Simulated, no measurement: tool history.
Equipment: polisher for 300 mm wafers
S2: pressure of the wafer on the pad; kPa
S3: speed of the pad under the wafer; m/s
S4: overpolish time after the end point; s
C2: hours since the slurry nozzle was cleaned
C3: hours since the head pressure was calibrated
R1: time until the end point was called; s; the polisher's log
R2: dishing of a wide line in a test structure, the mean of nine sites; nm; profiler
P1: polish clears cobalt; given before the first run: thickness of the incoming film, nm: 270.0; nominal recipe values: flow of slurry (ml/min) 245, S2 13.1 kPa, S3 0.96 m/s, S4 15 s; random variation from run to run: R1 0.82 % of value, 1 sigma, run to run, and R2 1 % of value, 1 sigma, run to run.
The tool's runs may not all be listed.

Run 1, hour 10.8: flow of slurry (ml/min) 245, S2 13.1 kPa, S3 0.96 m/s, S4 15 s; wafers polished on this pad 1068; C2 644.9; C3 616.6. Result: R1 71.490 s, R2 28.177 nm.
Run 2, hour 20.1: flow of slurry (ml/min) 245, S2 13.1 kPa, S3 0.96 m/s, S4 29 s; wafers polished on this pad 1128; C2 654.2; C3 625.9. Result: R1 70.897 s, R2 33.940 nm.
At hour 21.4: head pressure recalibrated.
Run 3, hour 33.8: flow of slurry (ml/min) 245, S2 13.1 kPa, S3 0.96 m/s, S4 15 s; wafers polished on this pad 1218; C2 667.9; C3 12.4. Result: R1 70.721 s, R2 28.196 nm.
Run 4, hour 41.8: flow of slurry (ml/min) 245, S2 13.1 kPa, S3 0.96 m/s, S4 15 s; wafers polished on this pad 1270; C2 675.9; C3 20.4. Result: R1 69.870 s, R2 28.441 nm.
Run 5, hour 53.6: flow of slurry (ml/min) 245, S2 13.1 kPa, S3 0.46 m/s, S4 15 s; wafers polished on this pad 1347; C2 687.7; C3 32.2. Result: R1 146.630 s, R2 19.227 nm.
Run 6, hour 63.9: flow of slurry (ml/min) 350, S2 13.1 kPa, S3 0.96 m/s, S4 15 s; wafers polished on this pad 1415; C2 698.0; C3 42.5. Result: R1 68.186 s, R2 28.617 nm.
Run 7, hour 71.0: flow of slurry (ml/min) 245, S2 13.1 kPa, S3 0.96 m/s, S4 15 s; wafers polished on this pad 1461; C2 705.1; C3 49.6. Result: R1 70.560 s, R2 28.051 nm.
Run 8, hour 80.3: flow of slurry (ml/min) 245, S2 13.1 kPa, S3 0.96 m/s, S4 4 s; wafers polished on this pad 1522; C2 714.4; C3 58.9. Result: R1 70.726 s, R2 12.522 nm.
Run 9, hour 91.1: flow of slurry (ml/min) 245, S2 13.1 kPa, S3 1.50 m/s, S4 15 s; wafers polished on this pad 1593; C2 725.2; C3 69.7. Result: R1 44.722 s, R2 32.498 nm.
Run 10, hour 99.9: flow of slurry (ml/min) 245, S2 6.2 kPa, S3 0.96 m/s, S4 15 s; wafers polished on this pad 1650; C2 734.0; C3 78.5. Result: R1 148.830 s, R2 19.111 nm.
Run 11, hour 110.0: flow of slurry (ml/min) 245, S2 17.2 kPa, S3 0.96 m/s, S4 15 s; wafers polished on this pad 1716; C2 744.1; C3 88.6. Result: R1 52.545 s, R2 31.293 nm.
Run 12, hour 120.8: flow of slurry (ml/min) 245, S2 13.1 kPa, S3 0.96 m/s, S4 15 s; wafers polished on this pad 1787; C2 754.9; C3 99.4. Result: R1 70.686 s, R2 27.846 nm.
Run 13, hour 132.1: flow of slurry (ml/min) 145, S2 13.1 kPa, S3 0.96 m/s, S4 15 s; wafers polished on this pad 1861; C2 766.2; C3 110.7. Result: R1 75.784 s, R2 27.357 nm.
Run 14, hour 139.6: flow of slurry (ml/min) 245, S2 13.1 kPa, S3 0.96 m/s, S4 15 s; wafers polished on this pad 1910; C2 773.7; C3 118.2. Result: R1 69.898 s, R2 28.442 nm.
Run 15, hour 153.0: flow of slurry (ml/min) 245, S2 13.1 kPa, S3 0.62 m/s, S4 6 s; wafers polished on this pad 1997; C2 787.1; C3 131.6. Result: R1 109.680 s, R2 12.121 nm.
Run 16, hour 166.3: flow of slurry (ml/min) 245, S2 13.1 kPa, S3 0.96 m/s, S4 15 s; wafers polished on this pad 2084; C2 800.4; C3 144.9. Result: R1 70.336 s, R2 28.547 nm.
Run 17, hour 174.9: flow of slurry (ml/min) 245, S2 13.1 kPa, S3 0.96 m/s, S4 15 s; wafers polished on this pad 2140; C2 809.0; C3 153.5. Result: R1 71.746 s, R2 27.635 nm.
Run 18, hour 186.0: flow of slurry (ml/min) 245, S2 13.1 kPa, S3 0.96 m/s, S4 15 s; wafers polished on this pad 2213; C2 820.1; C3 164.6. Result: R1 72.286 s, R2 27.689 nm.
Run 19, hour 199.9: flow of slurry (ml/min) 245, S2 13.1 kPa, S3 0.96 m/s, S4 15 s; wafers polished on this pad 2304; C2 834.0; C3 178.5. Result: R1 73.324 s, R2 28.242 nm.
Run 20, hour 208.3: flow of slurry (ml/min) 245, S2 13.1 kPa, S3 0.96 m/s, S4 15 s; wafers polished on this pad 2359; C2 842.4; C3 186.9. Result: R1 72.434 s, R2 28.088 nm.
At hour 212.6: head pressure recalibrated.
Run 21, hour 215.3: flow of slurry (ml/min) 245, S2 13.1 kPa, S3 0.96 m/s, S4 15 s; wafers polished on this pad 2404; C2 849.4; C3 2.8. Result: R1 73.263 s, R2 27.867 nm.
Run 22, hour 229.1: flow of slurry (ml/min) 245, S2 13.1 kPa, S3 0.96 m/s, S4 15 s; wafers polished on this pad 2495; C2 863.2; C3 16.6. Result: R1 73.447 s, R2 28.216 nm.

The log shows P1 creeping away from where it was. Any of the 2 causes listed here, at the size stated for it, fits the log just as well as the others:
A: removal rate lost through wear of the pad, % = 4.44
B: slurry flow missing at the pad, % = 29.7
The process output started creeping at around hour 166.3.
Why every other cause is out:
head's pressure below its setpoint, %: serviced at hour 212.6, after the change had begun; the process did not return to its earlier output

Each of the check runs listed below is run on 5 wafers and reports their average, with the results left as question marks. Pick the one under which the possible causes would lead to clearly different results.
Run check 1, hour 242.9: flow of slurry (ml/min) 245, S2 7.6 kPa, S3 0.96 m/s, S4 26 s. Result: R1 ?, R2 ?.
Run check 2, hour 242.9: flow of slurry (ml/min) 245, S2 7.6 kPa, S3 0.96 m/s, S4 15 s. Result: R1 ?, R2 ?.
Run check 3, hour 242.9: flow of slurry (ml/min) 245, S2 6.2 kPa, S3 1.32 m/s, S4 15 s. Result: R1 ?, R2 ?.
Run check 4, hour 242.9: flow of slurry (ml/min) 145, S2 13.1 kPa, S3 0.96 m/s, S4 6 s. Result: R1 ?, R2 ?.

How each check would come out, cause by cause:
  check  result     if A     if B
check 1      R1  127.060  127.050
check 1      R2   27.972   27.972
check 2      R1  127.060  127.050
check 2      R2   20.857   20.857
check 3      R1  112.940  112.940
check 3      R2   22.380   22.380
check 4      R1   79.181   81.458
check 4      R2   15.303   14.982
Smallest distance between any two causes, each pair judged by its most separating result, in per cent: check 1 0 %; check 2 0 %; check 3 0 %; check 4 2.83 %
The causes can be told apart only by check 4. The other checks would give nearly the same results under each of them.

Here is what check 4 returned: R1 78.813 s; R2 15.343 nm. Which cause is it?

A is the cause: removal rate lost through wear of the pad, %.
